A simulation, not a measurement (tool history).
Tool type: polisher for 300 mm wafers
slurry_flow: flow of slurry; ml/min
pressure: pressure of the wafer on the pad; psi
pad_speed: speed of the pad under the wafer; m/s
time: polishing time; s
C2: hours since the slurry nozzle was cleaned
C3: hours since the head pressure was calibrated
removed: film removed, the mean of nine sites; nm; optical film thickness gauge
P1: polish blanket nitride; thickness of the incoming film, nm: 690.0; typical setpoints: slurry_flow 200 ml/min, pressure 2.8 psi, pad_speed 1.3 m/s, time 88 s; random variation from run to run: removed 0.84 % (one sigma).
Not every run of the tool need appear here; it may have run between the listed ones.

Run 1, hour 10.4: slurry_flow 200 ml/min, pressure 2.8 psi, pad_speed 1.3 m/s, time 88 s; wafers polished on this pad 471; C2 193.4; C3 481.2. Result: removed 180.41 nm.
Run 2, hour 16.9: slurry_flow 200 ml/min, pressure 2.8 psi, pad_speed 2.04 m/s, time 88 s; wafers polished on this pad 546; C2 199.9; C3 487.7. Result: removed 260.57 nm.
Run 3, hour 27.7: slurry_flow 200 ml/min, pressure 1.3 psi, pad_speed 1.3 m/s, time 88 s; wafers polished on this pad 669; C2 210.7; C3 498.5. Result: removed 82.934 nm.
Run 4, hour 34.9: slurry_flow 200 ml/min, pressure 2.8 psi, pad_speed 0.66 m/s, time 88 s; wafers polished on this pad 751; C2 217.9; C3 505.7. Result: removed 105.53 nm.
Run 5, hour 45.8: slurry_flow 145 ml/min, pressure 2.8 psi, pad_speed 1.86 m/s, time 88 s; wafers polished on this pad 876; C2 228.8; C3 516.6. Result: removed 229.75 nm.
Run 6, hour 57.9: slurry_flow 120 ml/min, pressure 2.8 psi, pad_speed 1.3 m/s, time 88 s; wafers polished on this pad 1014; C2 240.9; C3 528.7. Result: removed 163.84 nm.
Run 7, hour 65.7: slurry_flow 200 ml/min, pressure 4.4 psi, pad_speed 1.3 m/s, time 88 s; wafers polished on this pad 1104; C2 248.7; C3 536.5. Result: removed 282.64 nm.
Run 8, hour 73.2: slurry_flow 200 ml/min, pressure 2.8 psi, pad_speed 1.3 m/s, time 88 s; wafers polished on this pad 1189; C2 256.2; C3 544. Result: removed 178.44 nm.
Run 9, hour 82.8: slurry_flow 200 ml/min, pressure 2.8 psi, pad_speed 1.3 m/s, time 88 s; wafers polished on this pad 1299; C2 265.8; C3 553.6. Result: removed 176.75 nm.
Run 10, hour 95.1: slurry_flow 200 ml/min, pressure 1.5 psi, pad_speed 1.96 m/s, time 88 s; wafers polished on this pad 1440; C2 278.1; C3 565.9. Result: removed 135.07 nm.
Run 11, hour 106.3: slurry_flow 200 ml/min, pressure 2.8 psi, pad_speed 1.3 m/s, time 88 s; wafers polished on this pad 1568; C2 289.3; C3 577.1. Result: removed 180.11 nm.
Run 12, hour 113.4: slurry_flow 200 ml/min, pressure 2.8 psi, pad_speed 1.3 m/s, time 88 s; wafers polished on this pad 1649; C2 296.4; C3 584.2. Result: removed 180.85 nm.
Run 13, hour 120.6: slurry_flow 255 ml/min, pressure 2.8 psi, pad_speed 1.3 m/s, time 88 s; wafers polished on this pad 1731; C2 303.6; C3 591.4. Result: removed 182.24 nm.
Run 14, hour 128.2: slurry_flow 200 ml/min, pressure 2.8 psi, pad_speed 1.3 m/s, time 55 s; wafers polished on this pad 1818; C2 311.2; C3 599. Result: removed 113.74 nm.
Run 15, hour 139.4: slurry_flow 200 ml/min, pressure 2.8 psi, pad_speed 1.3 m/s, time 139 s; wafers polished on this pad 1946; C2 322.4; C3 610.2. Result: removed 284.46 nm.
Run 16, hour 147.9: slurry_flow 200 ml/min, pressure 2.8 psi, pad_speed 2.02 m/s, time 129 s; wafers polished on this pad 2044; C2 330.9; C3 618.7. Result: removed 375.14 nm.
Run 17, hour 155.4: slurry_flow 200 ml/min, pressure 2.8 psi, pad_speed 1.3 m/s, time 88 s; wafers polished on this pad 2129; C2 338.4; C3 626.2. Result: removed 178.93 nm.
Run 18, hour 167.7: slurry_flow 200 ml/min, pressure 2.8 psi, pad_speed 1.3 m/s, time 88 s; wafers polished on this pad 2270; C2 350.7; C3 638.5. Result: removed 176.18 nm.
Run 19, hour 179.4: slurry_flow 200 ml/min, pressure 2.8 psi, pad_speed 1.3 m/s, time 88 s; wafers polished on this pad 2404; C2 362.4; C3 650.2. Result: removed 175.14 nm.
Run 20, hour 185.2: slurry_flow 200 ml/min, pressure 2.8 psi, pad_speed 1.3 m/s, time 88 s; wafers polished on this pad 2470; C2 368.2; C3 656. Result: removed 172.83 nm.
Run 21, hour 194.2: slurry_flow 200 ml/min, pressure 2.8 psi, pad_speed 1.3 m/s, time 88 s; wafers polished on this pad 2573; C2 377.2; C3 665. Result: removed 173.45 nm.
Run 22, hour 201.3: slurry_flow 200 ml/min, pressure 2.8 psi, pad_speed 1.3 m/s, time 88 s; wafers polished on this pad 2654; C2 384.3; C3 672.1. Result: removed 171.3 nm.
At hour 203.6: head pressure recalibrated.
Run 23, hour 212.8: slurry_flow 200 ml/min, pressure 2.8 psi, pad_speed 1.3 m/s, time 88 s; wafers polished on this pad 2786; C2 395.8; C3 9.3. Result: removed 172.75 nm.
Run 24, hour 218.9: slurry_flow 200 ml/min, pressure 2.8 psi, pad_speed 1.3 m/s, time 88 s; wafers polished on this pad 2855; C2 401.9; C3 15.4. Result: removed 168.88 nm.
Run 25, hour 229.3: slurry_flow 200 ml/min, pressure 2.8 psi, pad_speed 1.3 m/s, time 88 s; wafers polished on this pad 2974; C2 412.3; C3 25.8. Result: removed 168.67 nm.

P1 has crept away from where it was. The log is fitted equally well by each of these 2 causes, at the sizes shown:
A: slurry flow missing at the pad, % = 29.1
B: removal rate lost through wear of the pad, % = 5.22
Creep in the process output first set in at about hour 155.4.
Every other cause this tool's parts could produce, and why it does not fit the log:
head's pressure below its setpoint, %: was serviced at hour 203.6, once the creep was under way, yet the earlier output never came back

The list below offers 4 check runs, each averaging the results of 5 wafers, and shows each result as a question mark. For which of them would the listed causes give clearly different results?
Run check 1, hour 239.7: slurry_flow 200 ml/min, pressure 2.8 psi, pad_speed 1.82 m/s, time 110 s. Result: removed ?.
Run check 2, hour 239.7: slurry_flow 200 ml/min, pressure 1.4 psi, pad_speed 1.3 m/s, time 132 s. Result: removed ?.
Run check 3, hour 239.7: slurry_flow 200 ml/min, pressure 3.6 psi, pad_speed 1.3 m/s, time 88 s. Result: removed ?.
Run check 4, hour 239.7: slurry_flow 120 ml/min, pressure 2.8 psi, pad_speed 1.3 m/s, time 88 s. Result: removed ?.

What every check run would give for each of its results, assuming each possible cause in turn:
  check   result    if A    if B
check 1  removed  279.05  279.04
check 2  removed  127.92  127.91
check 3  removed  219.29  219.28
check 4  removed  151.58  156.44
Gap, in per cent, between the two causes that each check separates least, read from the result that separates them most: check 1 0 %; check 2 0 %; check 3 0 %; check 4 3.15 %
Check 4 is the one run that separates the causes; every other check would come out nearly the same whichever cause is at work.

Running check 4 produced the following: removed 152.2 nm. Which one of the listed causes fits?

The correct cause is A, namely: slurry flow missing at the pad, %.

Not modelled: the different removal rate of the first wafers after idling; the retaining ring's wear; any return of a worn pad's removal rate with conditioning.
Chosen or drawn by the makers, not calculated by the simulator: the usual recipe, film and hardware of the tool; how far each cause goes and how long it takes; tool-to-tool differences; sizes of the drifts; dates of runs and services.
